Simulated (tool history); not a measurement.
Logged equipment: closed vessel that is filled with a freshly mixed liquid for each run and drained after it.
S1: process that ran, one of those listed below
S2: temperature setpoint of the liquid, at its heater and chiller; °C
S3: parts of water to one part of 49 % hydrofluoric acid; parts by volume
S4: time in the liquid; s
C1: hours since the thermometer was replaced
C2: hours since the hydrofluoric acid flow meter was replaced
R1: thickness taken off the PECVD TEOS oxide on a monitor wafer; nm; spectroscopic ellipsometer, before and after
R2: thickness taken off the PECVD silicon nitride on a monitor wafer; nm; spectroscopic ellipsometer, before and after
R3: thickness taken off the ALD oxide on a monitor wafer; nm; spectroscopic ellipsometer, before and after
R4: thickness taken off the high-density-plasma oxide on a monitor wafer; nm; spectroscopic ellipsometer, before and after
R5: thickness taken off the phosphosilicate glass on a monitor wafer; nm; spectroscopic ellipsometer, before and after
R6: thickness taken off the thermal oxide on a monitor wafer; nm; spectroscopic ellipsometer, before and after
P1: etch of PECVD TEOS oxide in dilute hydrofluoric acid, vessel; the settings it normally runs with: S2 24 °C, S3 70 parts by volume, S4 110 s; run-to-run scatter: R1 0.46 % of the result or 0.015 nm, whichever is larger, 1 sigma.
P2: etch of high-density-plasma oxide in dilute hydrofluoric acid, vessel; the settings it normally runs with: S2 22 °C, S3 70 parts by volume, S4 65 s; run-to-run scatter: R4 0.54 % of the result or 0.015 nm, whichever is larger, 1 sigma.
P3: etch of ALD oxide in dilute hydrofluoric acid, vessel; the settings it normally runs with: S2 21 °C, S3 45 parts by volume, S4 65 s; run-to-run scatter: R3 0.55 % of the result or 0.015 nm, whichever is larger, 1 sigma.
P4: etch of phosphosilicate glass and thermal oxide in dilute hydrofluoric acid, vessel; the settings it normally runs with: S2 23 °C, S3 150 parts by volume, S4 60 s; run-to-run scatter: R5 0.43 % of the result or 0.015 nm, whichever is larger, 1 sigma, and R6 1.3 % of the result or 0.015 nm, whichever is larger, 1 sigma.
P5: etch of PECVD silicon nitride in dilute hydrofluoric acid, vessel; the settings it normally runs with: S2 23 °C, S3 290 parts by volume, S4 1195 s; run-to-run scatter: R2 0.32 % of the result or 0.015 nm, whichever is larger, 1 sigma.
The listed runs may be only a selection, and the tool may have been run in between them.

{"run": 1, "hour": 15.2, "S1": "P1", "S2": 24, "S3": 70, "S4": 110, "C1": 1407.4, "C2": 600.1, "R1": 46.62}
{"run": 2, "hour": 23.5, "S1": "P1", "S2": 24, "S3": 110, "S4": 110, "C1": 1415.7, "C2": 608.4, "R1": 28.207}
{"run": 3, "hour": 35.2, "S1": "P1", "S2": 24, "S3": 20, "S4": 110, "C1": 1427.4, "C2": 620.1, "R1": 173.75}
{"run": 4, "hour": 42.9, "S1": "P5", "S2": 23, "S3": 290, "S4": 1195, "C1": 1435.1, "C2": 627.8, "R2": 9.9189}
{"run": 5, "hour": 56.7, "S1": "P3", "S2": 21, "S3": 25, "S4": 65, "C1": 1448.9, "C2": 641.6, "R3": 63.238}
{"run": 6, "hour": 65.6, "S1": "P1", "S2": 24, "S3": 70, "S4": 160, "C1": 1457.8, "C2": 650.5, "R1": 68.52}
{"run": 7, "hour": 80.0, "S1": "P1", "S2": 24, "S3": 70, "S4": 110, "C1": 1472.2, "C2": 664.9, "R1": 47.12}
{"run": 8, "hour": 96.0, "S1": "P5", "S2": 18, "S3": 290, "S4": 1195, "C1": 1488.2, "C2": 680.9, "R2": 7.2849}
{"run": 9, "hour": 103.5, "S1": "P1", "S2": 24, "S3": 70, "S4": 110, "C1": 1495.7, "C2": 688.4, "R1": 46.797}
{"run": 10, "hour": 119.2, "S1": "P2", "S2": 22, "S3": 35, "S4": 65, "C1": 1511.4, "C2": 704.1, "R4": 9.227}
{"run": 11, "hour": 132.3, "S1": "P1", "S2": 24, "S3": 70, "S4": 110, "C1": 1524.5, "C2": 717.2, "R1": 46.816}
{"run": 12, "hour": 139.7, "S1": "P4", "S2": 23, "S3": 150, "S4": 60, "C1": 1531.9, "C2": 724.6, "R5": 71.296, "R6": 1.7077}
{"run": 13, "hour": 148.0, "S1": "P1", "S2": 24, "S3": 105, "S4": 55, "C1": 1540.2, "C2": 732.9, "R1": 14.919}
{"run": 14, "hour": 162.1, "S1": "P1", "S2": 24, "S3": 70, "S4": 45, "C1": 1554.3, "C2": 747, "R1": 19.358}
{"run": 15, "hour": 175.1, "S1": "P5", "S2": 23, "S3": 290, "S4": 1195, "C1": 1567.3, "C2": 760, "R2": 9.9489}
{"run": 16, "hour": 188.1, "S1": "P4", "S2": 23, "S3": 50, "S4": 60, "C1": 1580.3, "C2": 773, "R5": 242.09, "R6": 5.8694}
{"run": 17, "hour": 196.2, "S1": "P1", "S2": 27.5, "S3": 70, "S4": 110, "C1": 1588.4, "C2": 781.1, "R1": 54.017}
{"run": 18, "hour": 206.3, "S1": "P1", "S2": 24, "S3": 120, "S4": 40, "C1": 1598.5, "C2": 791.2, "R1": 9.2271}
{"run": 19, "hour": 215.4, "S1": "P1", "S2": 24, "S3": 70, "S4": 110, "C1": 1607.6, "C2": 800.3, "R1": 46.713}
{"run": 20, "hour": 224.3, "S1": "P3", "S2": 21, "S3": 45, "S4": 65, "C1": 1616.5, "C2": 809.2, "R3": 34.582}
{"run": 21, "hour": 234.1, "S1": "P2", "S2": 22, "S3": 70, "S4": 65, "C1": 1626.3, "C2": 819, "R4": 4.3489}
{"run": 22, "hour": 246.7, "S1": "P2", "S2": 29, "S3": 70, "S4": 65, "C1": 1638.9, "C2": 831.6, "R4": 5.7716}
{"run": 23, "hour": 260.6, "S1": "P2", "S2": 22, "S3": 70, "S4": 30, "C1": 1652.8, "C2": 845.5, "R4": 2.0664}
{"run": 24, "hour": 270.0, "S1": "P3", "S2": 21, "S3": 45, "S4": 65, "C1": 1662.2, "C2": 854.9, "R3": 34.119}
{"run": 25, "hour": 279.2, "S1": "P4", "S2": 28, "S3": 150, "S4": 60, "C1": 1671.4, "C2": 864.1, "R5": 86.976, "R6": 2.1069}
{"run": 26, "hour": 286.2, "S1": "P5", "S2": 23, "S3": 475, "S4": 1195, "C1": 1678.4, "C2": 871.1, "R2": 6.136}
{"run": 27, "hour": 294.1, "S1": "P5", "S2": 23, "S3": 290, "S4": 2375, "C1": 1686.3, "C2": 879, "R2": 19.904}
{"run": 28, "hour": 301.9, "S1": "P3", "S2": 21, "S3": 45, "S4": 30, "C1": 1694.1, "C2": 886.8, "R3": 15.972}
{"run": 29, "hour": 313.1, "S1": "P3", "S2": 17, "S3": 45, "S4": 65, "C1": 1705.3, "C2": 898, "R3": 28.934}
{"run": 30, "hour": 321.4, "S1": "P1", "S2": 17, "S3": 70, "S4": 110, "C1": 1713.6, "C2": 906.3, "R1": 35.006}
{"run": 31, "hour": 332.4, "S1": "P4", "S2": 23, "S3": 150, "S4": 60, "C1": 1724.6, "C2": 917.3, "R5": 71.388, "R6": 1.7281}
{"run": 32, "hour": 343.9, "S1": "P4", "S2": 23, "S3": 150, "S4": 100, "C1": 1736.1, "C2": 928.8, "R5": 119.34, "R6": 2.8593}
{"run": 33, "hour": 359.4, "S1": "P1", "S2": 24, "S3": 70, "S4": 110, "C1": 1751.6, "C2": 944.3, "R1": 46.735}
{"run": 34, "hour": 371.3, "S1": "P1", "S2": 24, "S3": 70, "S4": 110, "C1": 1763.5, "C2": 956.2, "R1": 48.158}
{"run": 35, "hour": 383.7, "S1": "P1", "S2": 24, "S3": 70, "S4": 110, "C1": 1775.9, "C2": 968.6, "R1": 49.453}
{"run": 36, "hour": 391.3, "S1": "P1", "S2": 24, "S3": 70, "S4": 110, "C1": 1783.5, "C2": 976.2, "R1": 49.837}
{"run": 37, "hour": 401.9, "S1": "P1", "S2": 24, "S3": 70, "S4": 110, "C1": 1794.1, "C2": 986.8, "R1": 50.539}
{"run": 38, "hour": 408.8, "S1": "P1", "S2": 24, "S3": 70, "S4": 110, "C1": 1801, "C2": 993.7, "R1": 50.564}
{"run": 39, "hour": 418.8, "S1": "P1", "S2": 24, "S3": 70, "S4": 110, "C1": 1811, "C2": 1003.7, "R1": 51.547}
{"run": 40, "hour": 428.3, "S1": "P1", "S2": 24, "S3": 70, "S4": 110, "C1": 1820.5, "C2": 1013.2, "R1": 50.814}
{"run": 41, "hour": 437.4, "S1": "P1", "S2": 24, "S3": 70, "S4": 110, "C1": 1829.6, "C2": 1022.3, "R1": 51.13}
{"run": 42, "hour": 450.1, "S1": "P1", "S2": 24, "S3": 70, "S4": 110, "C1": 1842.3, "C2": 1035, "R1": 50.948}
{"run": 43, "hour": 461.9, "S1": "P1", "S2": 24, "S3": 70, "S4": 110, "C1": 1854.1, "C2": 1046.8, "R1": 51.291}

What P1 gives has crept off from where it sat before. The 2 causes that follow fit the log equally well, each at the size noted:
A: liquid hotter than its thermometer reads (K) = 2.28
B: hydrofluoric acid flow above the setpoint (%) = 8.77
The creep began at about hour 359.4.

Below are 4 check runs, each on a single wafer, with their results shown as question marks. Which of them would tell the listed causes apart, meaning the causes would give clearly different results under it?
{"run": "check 1", "hour": 473.7, "S1": "P4", "S2": 23, "S3": 150, "S4": 60, "R5": "?", "R6": "?"}
{"run": "check 2", "hour": 473.7, "S1": "P5", "S2": 23, "S3": 290, "S4": 1195, "R2": "?"}
{"run": "check 3", "hour": 473.7, "S1": "P2", "S2": 22, "S3": 70, "S4": 65, "R4": "?"}
{"run": "check 4", "hour": 473.7, "S1": "P3", "S2": 21, "S3": 45, "S4": 65, "R3": "?"}

What every check run would give for each of its results, assuming each possible cause in turn:
check=check_1 result=R5 if_A=77.974 if_B=78.805
check=check_1 result=R6 if_A=1.8747 if_B=1.8947
check=check_2 result=R2 if_A=11.482 if_B=10.85
check=check_3 result=R4 if_A=4.8197 if_B=4.8096
check=check_4 result=R3 if_A=37.838 if_B=37.575
Per-check spread between the two closest causes, in the result where they differ most: check 1 1.06 %; check 2 5.66 %; check 3 0.21 %; check 4 0.7 %
Check 2 tells the causes apart: in the others they would give nearly the same result.

With check 2 done, the readings were: R2 10.857 nm. Identify which of the listed causes applies.

Of the candidate causes, it is B: hydrofluoric acid flow above the setpoint (%).
